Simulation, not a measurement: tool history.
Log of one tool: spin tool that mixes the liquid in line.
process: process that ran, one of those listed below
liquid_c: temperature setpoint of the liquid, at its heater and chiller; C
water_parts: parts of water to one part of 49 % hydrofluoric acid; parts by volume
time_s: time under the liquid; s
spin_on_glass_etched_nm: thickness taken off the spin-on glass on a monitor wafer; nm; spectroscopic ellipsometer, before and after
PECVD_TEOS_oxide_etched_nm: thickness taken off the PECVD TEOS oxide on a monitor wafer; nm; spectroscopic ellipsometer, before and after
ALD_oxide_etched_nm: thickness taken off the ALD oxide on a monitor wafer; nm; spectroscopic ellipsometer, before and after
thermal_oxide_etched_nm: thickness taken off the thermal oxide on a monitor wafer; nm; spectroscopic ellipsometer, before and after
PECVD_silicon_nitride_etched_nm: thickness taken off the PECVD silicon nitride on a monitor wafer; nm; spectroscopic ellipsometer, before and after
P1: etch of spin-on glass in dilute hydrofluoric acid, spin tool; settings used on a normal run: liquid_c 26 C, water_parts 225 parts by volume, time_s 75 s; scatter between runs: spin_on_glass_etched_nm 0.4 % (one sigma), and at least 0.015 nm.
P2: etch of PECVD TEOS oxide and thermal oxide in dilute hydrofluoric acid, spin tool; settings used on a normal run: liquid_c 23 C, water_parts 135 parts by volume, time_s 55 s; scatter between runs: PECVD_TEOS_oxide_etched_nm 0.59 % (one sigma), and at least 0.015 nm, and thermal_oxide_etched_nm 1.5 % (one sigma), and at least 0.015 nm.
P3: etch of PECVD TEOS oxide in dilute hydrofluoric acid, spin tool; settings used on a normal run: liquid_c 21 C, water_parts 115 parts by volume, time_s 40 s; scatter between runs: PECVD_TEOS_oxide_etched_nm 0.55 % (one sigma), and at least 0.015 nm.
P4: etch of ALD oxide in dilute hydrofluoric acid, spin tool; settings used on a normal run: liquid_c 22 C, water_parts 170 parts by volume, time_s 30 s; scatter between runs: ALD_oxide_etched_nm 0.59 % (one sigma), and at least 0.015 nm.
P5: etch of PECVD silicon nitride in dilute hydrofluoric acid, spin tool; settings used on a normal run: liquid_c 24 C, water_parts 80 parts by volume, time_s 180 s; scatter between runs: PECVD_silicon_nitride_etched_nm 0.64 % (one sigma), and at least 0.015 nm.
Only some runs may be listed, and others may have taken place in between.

| run | hour | process | liquid_c | water_parts | time_s | hours since the thermometer was replaced | hours since the hydrofluoric acid flow meter was replaced | spin_on_glass_etched_nm | PECVD_TEOS_oxide_etched_nm | ALD_oxide_etched_nm | thermal_oxide_etched_nm | PECVD_silicon_nitride_etched_nm |
|---|---|---|---|---|---|---|---|---|---|---|---|---|
| 1 | 19 | P1 | 26 | 225 | 75 | 1198.2 | 641.1 | 13.505 |  |  |  |  |
| 2 | 34.6 | P1 | 26 | 225 | 75 | 1213.8 | 656.7 | 13.417 |  |  |  |  |
| 3 | 52.2 | P1 | 26 | 375 | 15 | 1231.4 | 674.3 | 1.424 |  |  |  |  |
| 4 | 66.8 | P3 | 21 | 115 | 60 | 1246 | 688.9 |  | 9.598 |  |  |  |
| 5 | 78.8 | P4 | 22 | 170 | 15 | 1258 | 700.9 |  |  | 2.4603 |  |  |
| 6 | 94.1 | P1 | 26 | 385 | 75 | 1273.3 | 716.2 | 6.7191 |  |  |  |  |
| 7 | 103 | P2 | 23 | 135 | 15 | 1282.2 | 725.1 |  | 1.5816 |  | 0.50511 |  |
| 8 | 113.6 | P1 | 26 | 95 | 105 | 1292.8 | 735.7 | 51.889 |  |  |  |  |
| 9 | 122.8 | P1 | 34 | 225 | 75 | 1302 | 744.9 | 17.588 |  |  |  |  |
| 10 | 132.5 | P5 | 24 | 80 | 15 | 1311.7 | 754.6 |  |  |  |  | 0.33606 |
| 11 | 151.2 | P3 | 21 | 115 | 40 | 1330.4 | 773.3 |  | 6.4047 |  |  |  |
| 12 | 166.5 | P4 | 26 | 170 | 30 | 1345.7 | 788.6 |  |  | 5.8181 |  |  |
| 13 | 179.3 | P1 | 34 | 315 | 75 | 1358.5 | 801.4 | 11.184 |  |  |  |  |
| 14 | 196.4 | P1 | 26 | 225 | 75 | 1375.6 | 818.5 | 13.441 |  |  |  |  |
| 15 | 205 | P1 | 26 | 110 | 75 | 1384.2 | 827.1 | 31.349 |  |  |  |  |
| 16 | 223.6 | P4 | 22 | 65 | 30 | 1402.8 | 845.7 |  |  | 14.707 |  |  |
| 17 | 232.1 | P2 | 23 | 30 | 55 | 1411.3 | 854.2 |  | 29.724 |  | 9.2728 |  |
| 18 | 243.7 | P1 | 22 | 225 | 75 | 1422.9 | 865.8 | 11.603 |  |  |  |  |
| 19 | 260.4 | P4 | 22 | 170 | 30 | 1439.6 | 882.5 |  |  | 5.0163 |  |  |
| 20 | 276.9 | P4 | 22 | 170 | 30 | 1456.1 | 899 |  |  | 5.0039 |  |  |
| 21 | 294.8 | P1 | 26 | 225 | 75 | 1474 | 916.9 | 13.56 |  |  |  |  |
| 22 | 309.4 | P2 | 27.5 | 135 | 55 | 1488.6 | 931.5 |  | 6.8786 |  | 2.2165 |  |
| 23 | 325.7 | P3 | 21 | 165 | 40 | 1504.9 | 947.8 |  | 4.2574 |  |  |  |
| 24 | 339.5 | P1 | 26 | 225 | 15 | 1518.7 | 961.6 | 2.6442 |  |  |  |  |
| 25 | 348.3 | P2 | 23 | 135 | 55 | 1527.5 | 970.4 |  | 5.8157 |  | 1.7898 |  |
| 26 | 365.8 | P1 | 26 | 225 | 115 | 1545 | 987.9 | 20.608 |  |  |  |  |
| 27 | 375.7 | P5 | 24 | 80 | 180 | 1554.9 | 997.8 |  |  |  |  | 3.8233 |
| 28 | 385.9 | P3 | 17 | 115 | 40 | 1565.1 | 1008 |  | 5.3982 |  |  |  |
| 29 | 401.2 | P5 | 17 | 80 | 180 | 1580.4 | 1023.3 |  |  |  |  | 2.3583 |
| 30 | 417 | P5 | 24 | 40 | 180 | 1596.2 | 1039.1 |  |  |  |  | 7.4335 |
| 31 | 436 | P1 | 26 | 225 | 75 | 1615.2 | 1058.1 | 13.487 |  |  |  |  |
| 32 | 446.6 | P1 | 26 | 225 | 75 | 1625.8 | 1068.7 | 13.391 |  |  |  |  |
| 33 | 463.6 | P5 | 24 | 80 | 180 | 1642.8 | 1085.7 |  |  |  |  | 3.8042 |
| 34 | 473.5 | P1 | 26 | 225 | 75 | 1652.7 | 1095.6 | 13.54 |  |  |  |  |
| 35 | 485.5 | P1 | 26 | 225 | 75 | 1664.7 | 1107.6 | 13.649 |  |  |  |  |
| 36 | 501.6 | P1 | 26 | 225 | 75 | 1680.8 | 1123.7 | 13.976 |  |  |  |  |
| 37 | 510.5 | P1 | 26 | 225 | 75 | 1689.7 | 1132.6 | 14.041 |  |  |  |  |
| 38 | 521.9 | P1 | 26 | 225 | 75 | 1701.1 | 1144 | 14.105 |  |  |  |  |
| 39 | 540.3 | P1 | 26 | 225 | 75 | 1719.5 | 1162.4 | 14.197 |  |  |  |  |
| 40 | 550.3 | P1 | 26 | 225 | 75 | 1729.5 | 1172.4 | 14.27 |  |  |  |  |
| 41 | 560.7 | P1 | 26 | 225 | 75 | 1739.9 | 1182.8 | 14.224 |  |  |  |  |
| 42 | 575.3 | P1 | 26 | 225 | 75 | 1754.5 | 1197.4 | 14.292 |  |  |  |  |

The log shows P1 creeping away from where it was. Any of the 2 causes listed here, at the size stated for it, fits the log just as well as the others:
A: hydrofluoric acid flow above the setpoint (%) = 5.11
B: liquid hotter than its thermometer reads (K) = 1.76
Creep in the process output first set in at about hour 473.5.

Listed below are the offered check runs, one wafer per run, with question marks in place of results. For which of them would the causes give clearly different outcomes?
| check 1 | 589.9 | P2 | 23 | 135 | 55 |  |  |  | ? |  | ? |  |
| check 2 | 589.9 | P4 | 22 | 170 | 30 |  |  |  |  | ? |  |  |
| check 3 | 589.9 | P3 | 21 | 115 | 40 |  |  |  | ? |  |  |  |
| check 4 | 589.9 | P5 | 24 | 80 | 180 |  |  |  |  |  |  | ? |

What every check run would give for each of its results, assuming each possible cause in turn:
| check | result | if A | if B |
|---|---|---|---|
| check 1 | PECVD_TEOS_oxide_etched_nm | 6.1309 | 6.1971 |
| check 1 | thermal_oxide_etched_nm | 1.9191 | 1.9398 |
| check 2 | ALD_oxide_etched_nm | 5.2732 | 5.3182 |
| check 3 | PECVD_TEOS_oxide_etched_nm | 6.7754 | 6.8726 |
| check 4 | PECVD_silicon_nitride_etched_nm | 3.9879 | 4.2648 |
Per check, the gap between the least separated pair of causes, taken in the result that splits them most: check 1 1.08 %; check 2 0.85 %; check 3 1.42 %; check 4 6.71 %
Check 4 tells the causes apart: in the others they would give nearly the same result.

Running check 4 produced the following: PECVD_silicon_nitride_etched_nm 3.9298 nm. Which one of the listed causes fits?

It is A: hydrofluoric acid flow above the setpoint (%).
